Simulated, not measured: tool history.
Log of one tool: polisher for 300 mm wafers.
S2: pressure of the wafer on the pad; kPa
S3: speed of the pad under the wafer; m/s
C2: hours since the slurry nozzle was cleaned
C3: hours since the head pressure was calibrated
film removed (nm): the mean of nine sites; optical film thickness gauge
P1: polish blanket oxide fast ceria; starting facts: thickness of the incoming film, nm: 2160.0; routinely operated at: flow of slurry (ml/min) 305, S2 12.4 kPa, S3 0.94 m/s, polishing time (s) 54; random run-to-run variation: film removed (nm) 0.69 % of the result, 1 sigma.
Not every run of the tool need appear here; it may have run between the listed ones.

run 1 hour=4.3 | flow_of_slurry_(ml/min)=305 S2=12.4 S3=0.94 polishing_time_(s)=54 | wafers_polished_on_this_pad=1012 C2=294.8 C3=250.7 | film_removed_(nm)=605.70
run 2 hour=9.2 | flow_of_slurry_(ml/min)=195 S2=12.4 S3=0.94 polishing_time_(s)=30 | wafers_polished_on_this_pad=1060 C2=299.7 C3=255.6 | film_removed_(nm)=318.89
run 3 hour=15.6 | flow_of_slurry_(ml/min)=185 S2=12.4 S3=0.94 polishing_time_(s)=54 | wafers_polished_on_this_pad=1122 C2=306.1 C3=262.0 | film_removed_(nm)=566.09
run 4 hour=21.4 | flow_of_slurry_(ml/min)=395 S2=12.4 S3=0.94 polishing_time_(s)=54 | wafers_polished_on_this_pad=1178 C2=311.9 C3=267.8 | film_removed_(nm)=610.44
run 5 hour=25.1 | flow_of_slurry_(ml/min)=305 S2=18.6 S3=0.94 polishing_time_(s)=54 | wafers_polished_on_this_pad=1214 C2=315.6 C3=271.5 | film_removed_(nm)=904.32
run 6 hour=29.1 | flow_of_slurry_(ml/min)=305 S2=12.4 S3=0.94 polishing_time_(s)=54 | wafers_polished_on_this_pad=1252 C2=319.6 C3=275.5 | film_removed_(nm)=602.73
run 7 hour=35.0 | flow_of_slurry_(ml/min)=305 S2=12.4 S3=0.94 polishing_time_(s)=77 | wafers_polished_on_this_pad=1310 C2=325.5 C3=281.4 | film_removed_(nm)=864.97
run 8 hour=38.8 | flow_of_slurry_(ml/min)=305 S2=12.4 S3=0.94 polishing_time_(s)=54 | wafers_polished_on_this_pad=1346 C2=329.3 C3=285.2 | film_removed_(nm)=598.84
run 9 hour=43.2 | flow_of_slurry_(ml/min)=305 S2=12.4 S3=0.66 polishing_time_(s)=75 | wafers_polished_on_this_pad=1389 C2=333.7 C3=289.6 | film_removed_(nm)=586.45
run 10 hour=49.1 | flow_of_slurry_(ml/min)=185 S2=12.4 S3=0.94 polishing_time_(s)=38 | wafers_polished_on_this_pad=1446 C2=339.6 C3=295.5 | film_removed_(nm)=406.52
run 11 hour=54.8 | flow_of_slurry_(ml/min)=305 S2=6.2 S3=0.94 polishing_time_(s)=54 | wafers_polished_on_this_pad=1501 C2=345.3 C3=301.2 | film_removed_(nm)=295.24
run 12 hour=61.2 | flow_of_slurry_(ml/min)=305 S2=12.4 S3=0.94 polishing_time_(s)=24 | wafers_polished_on_this_pad=1563 C2=351.7 C3=307.6 | film_removed_(nm)=266.59
run 13 hour=64.8 | flow_of_slurry_(ml/min)=305 S2=12.4 S3=0.66 polishing_time_(s)=54 | wafers_polished_on_this_pad=1598 C2=355.3 C3=311.2 | film_removed_(nm)=423.79
run 14 hour=69.2 | flow_of_slurry_(ml/min)=305 S2=12.4 S3=0.94 polishing_time_(s)=54 | wafers_polished_on_this_pad=1641 C2=359.7 C3=315.6 | film_removed_(nm)=597.76
run 15 hour=72.6 | flow_of_slurry_(ml/min)=305 S2=12.4 S3=1.46 polishing_time_(s)=54 | wafers_polished_on_this_pad=1674 C2=363.1 C3=319.0 | film_removed_(nm)=928.89
run 16 hour=77.1 | flow_of_slurry_(ml/min)=305 S2=12.4 S3=0.94 polishing_time_(s)=54 | wafers_polished_on_this_pad=1717 C2=367.6 C3=323.5 | film_removed_(nm)=603.22
run 17 hour=82.2 | flow_of_slurry_(ml/min)=305 S2=12.4 S3=0.94 polishing_time_(s)=54 | wafers_polished_on_this_pad=1767 C2=372.7 C3=328.6 | film_removed_(nm)=597.87
run 18 hour=86.1 | flow_of_slurry_(ml/min)=305 S2=12.4 S3=0.94 polishing_time_(s)=54 | wafers_polished_on_this_pad=1805 C2=376.6 C3=332.5 | film_removed_(nm)=595.54
run 19 hour=89.7 | flow_of_slurry_(ml/min)=305 S2=12.4 S3=0.94 polishing_time_(s)=54 | wafers_polished_on_this_pad=1839 C2=380.2 C3=336.1 | film_removed_(nm)=587.88
run 20 hour=93.5 | flow_of_slurry_(ml/min)=305 S2=12.4 S3=0.94 polishing_time_(s)=54 | wafers_polished_on_this_pad=1876 C2=384.0 C3=339.9 | film_removed_(nm)=586.67
run 21 hour=98.6 | flow_of_slurry_(ml/min)=305 S2=12.4 S3=0.94 polishing_time_(s)=54 | wafers_polished_on_this_pad=1926 C2=389.1 C3=345.0 | film_removed_(nm)=582.39
-- hour=102.1 worn pad replaced by a new one
run 22 hour=105.3 | flow_of_slurry_(ml/min)=305 S2=12.4 S3=0.94 polishing_time_(s)=54 | wafers_polished_on_this_pad=31 C2=395.8 C3=351.7 | film_removed_(nm)=581.87
run 23 hour=111.4 | flow_of_slurry_(ml/min)=305 S2=12.4 S3=0.94 polishing_time_(s)=54 | wafers_polished_on_this_pad=90 C2=401.9 C3=357.8 | film_removed_(nm)=580.29
run 24 hour=117.9 | flow_of_slurry_(ml/min)=305 S2=12.4 S3=0.94 polishing_time_(s)=54 | wafers_polished_on_this_pad=153 C2=408.4 C3=364.3 | film_removed_(nm)=575.28
run 25 hour=123.5 | flow_of_slurry_(ml/min)=305 S2=12.4 S3=0.94 polishing_time_(s)=54 | wafers_polished_on_this_pad=208 C2=414.0 C3=369.9 | film_removed_(nm)=573.35
run 26 hour=129.8 | flow_of_slurry_(ml/min)=305 S2=12.4 S3=0.94 polishing_time_(s)=54 | wafers_polished_on_this_pad=269 C2=420.3 C3=376.2 | film_removed_(nm)=579.29
run 27 hour=134.5 | flow_of_slurry_(ml/min)=305 S2=12.4 S3=0.94 polishing_time_(s)=54 | wafers_polished_on_this_pad=314 C2=425.0 C3=380.9 | film_removed_(nm)=576.78

What P1 gives has crept away from where it was. These 2 causes fit the log equally well, each at the size given:
A: head's pressure below its setpoint, % = 4.16
B: slurry flow missing at the pad, % = 32.8
The gradual shift began around hour 82.2.
The rest of the possible causes, and what rules out each one:
removal rate lost through wear of the pad, %: was serviced at hour 102.1, once the creep was under way, yet the earlier output never came back

Which of the check runs below tells the causes apart, meaning the causes would give it clearly different results? Each run uses 5 wafers whose results are averaged, and each result is shown as a question mark.
run check 1 hour=139.2 | flow_of_slurry_(ml/min)=305 S2=15.2 S3=0.94 polishing_time_(s)=25 | film_removed_(nm)=?
run check 2 hour=139.2 | flow_of_slurry_(ml/min)=305 S2=12.4 S3=0.70 polishing_time_(s)=28 | film_removed_(nm)=?
run check 3 hour=139.2 | flow_of_slurry_(ml/min)=305 S2=12.4 S3=1.28 polishing_time_(s)=73 | film_removed_(nm)=?
run check 4 hour=139.2 | flow_of_slurry_(ml/min)=185 S2=12.4 S3=1.34 polishing_time_(s)=54 | film_removed_(nm)=?

Check results expected under each cause:
check=check_1 result=film_removed_(nm) if_A=325.96 if_B=325.99
check=check_2 result=film_removed_(nm) if_A=222.44 if_B=222.45
check=check_3 result=film_removed_(nm) if_A=1060.40 if_B=1060.50
check=check_4 result=film_removed_(nm) if_A=776.32 if_B=756.92
Per check, the gap between the least separated pair of causes, taken in the result that splits them most: check 1 0.01 %; check 2 0.01 %; check 3 0.01 %; check 4 2.53 %
Check 4 tells the causes apart: in the others they would give nearly the same result.

Here is what check 4 returned: film removed (nm) 754.94. Which cause is it?

B is the cause: slurry flow missing at the pad, %.

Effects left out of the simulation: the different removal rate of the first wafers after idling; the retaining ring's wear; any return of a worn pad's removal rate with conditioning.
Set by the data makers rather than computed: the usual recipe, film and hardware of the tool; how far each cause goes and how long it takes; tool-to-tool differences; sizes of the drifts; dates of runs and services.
